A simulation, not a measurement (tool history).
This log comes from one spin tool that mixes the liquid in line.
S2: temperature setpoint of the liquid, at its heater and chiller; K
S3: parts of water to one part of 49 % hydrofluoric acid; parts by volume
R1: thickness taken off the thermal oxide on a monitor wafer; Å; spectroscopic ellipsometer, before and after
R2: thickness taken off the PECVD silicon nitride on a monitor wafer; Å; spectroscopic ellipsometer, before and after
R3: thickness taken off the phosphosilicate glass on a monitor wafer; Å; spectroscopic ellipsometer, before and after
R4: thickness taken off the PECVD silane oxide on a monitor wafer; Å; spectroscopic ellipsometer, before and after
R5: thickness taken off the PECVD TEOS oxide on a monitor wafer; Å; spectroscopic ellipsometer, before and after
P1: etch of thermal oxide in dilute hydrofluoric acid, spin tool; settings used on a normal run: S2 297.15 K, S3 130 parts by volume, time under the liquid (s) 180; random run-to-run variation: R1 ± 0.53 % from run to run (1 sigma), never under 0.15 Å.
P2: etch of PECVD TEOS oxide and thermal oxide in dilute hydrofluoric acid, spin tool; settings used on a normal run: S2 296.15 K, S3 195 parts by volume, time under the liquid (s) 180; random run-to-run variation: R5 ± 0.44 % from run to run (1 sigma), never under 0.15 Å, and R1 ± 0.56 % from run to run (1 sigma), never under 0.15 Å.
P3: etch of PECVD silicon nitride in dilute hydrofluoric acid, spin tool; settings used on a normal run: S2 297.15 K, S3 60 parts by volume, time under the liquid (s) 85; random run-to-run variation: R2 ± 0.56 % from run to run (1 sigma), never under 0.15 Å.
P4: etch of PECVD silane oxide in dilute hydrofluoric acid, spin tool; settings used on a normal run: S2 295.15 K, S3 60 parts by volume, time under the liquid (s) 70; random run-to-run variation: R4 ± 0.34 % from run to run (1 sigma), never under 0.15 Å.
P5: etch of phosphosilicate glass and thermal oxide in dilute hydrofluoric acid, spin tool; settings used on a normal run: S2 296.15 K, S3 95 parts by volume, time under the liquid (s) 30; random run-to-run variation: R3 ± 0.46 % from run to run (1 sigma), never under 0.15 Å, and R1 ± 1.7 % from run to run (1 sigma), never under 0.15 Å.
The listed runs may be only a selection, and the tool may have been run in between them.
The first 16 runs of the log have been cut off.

{"run": 17, "hour": 185.3, "process that ran": "P3", "S2": 302.15, "S3": 60, "time under the liquid (s)": 85, "R2": 64.637}
{"run": 18, "hour": 195.5, "process that ran": "P2", "S2": 296.15, "S3": 85, "time under the liquid (s)": 180, "R1": 93.363, "R5": 194.47}
{"run": 19, "hour": 205.6, "process that ran": "P1", "S2": 297.15, "S3": 130, "time under the liquid (s)": 285, "R1": 100.98}
{"run": 20, "hour": 215.0, "process that ran": "P3", "S2": 297.15, "S3": 60, "time under the liquid (s)": 85, "R2": 46.742}
{"run": 21, "hour": 222.6, "process that ran": "P1", "S2": 303.65, "S3": 85, "time under the liquid (s)": 180, "R1": 132.52}
{"run": 22, "hour": 233.4, "process that ran": "P4", "S2": 299.65, "S3": 60, "time under the liquid (s)": 70, "R4": 626.99}
{"run": 23, "hour": 247.8, "process that ran": "P4", "S2": 295.15, "S3": 60, "time under the liquid (s)": 70, "R4": 522.58}
{"run": 24, "hour": 255.9, "process that ran": "P1", "S2": 292.65, "S3": 130, "time under the liquid (s)": 80, "R1": 24.007}
{"run": 25, "hour": 267.2, "process that ran": "P4", "S2": 295.15, "S3": 60, "time under the liquid (s)": 15, "R4": 111.9}
{"run": 26, "hour": 274.0, "process that ran": "P4", "S2": 295.15, "S3": 110, "time under the liquid (s)": 70, "R4": 269.63}
{"run": 27, "hour": 283.5, "process that ran": "P5", "S2": 296.15, "S3": 95, "time under the liquid (s)": 30, "R1": 13.617, "R3": 515.36}
{"run": 28, "hour": 295.4, "process that ran": "P3", "S2": 297.15, "S3": 60, "time under the liquid (s)": 85, "R2": 46.704}
{"run": 29, "hour": 307.7, "process that ran": "P5", "S2": 296.15, "S3": 95, "time under the liquid (s)": 60, "R1": 28.812, "R3": 1037.7}
{"run": 30, "hour": 321.7, "process that ran": "P2", "S2": 296.15, "S3": 195, "time under the liquid (s)": 180, "R1": 35.627, "R5": 75.45}
{"run": 31, "hour": 328.5, "process that ran": "P1", "S2": 297.15, "S3": 130, "time under the liquid (s)": 180, "R1": 63.566}

Run 32 comes next. What will it give?
{"run": 32, "hour": 341.0, "process that ran": "P3", "S2": 297.15, "S3": 20, "time under the liquid (s)": 85, "R2": "?"}

{"run 32": {"R2": 136.25}}
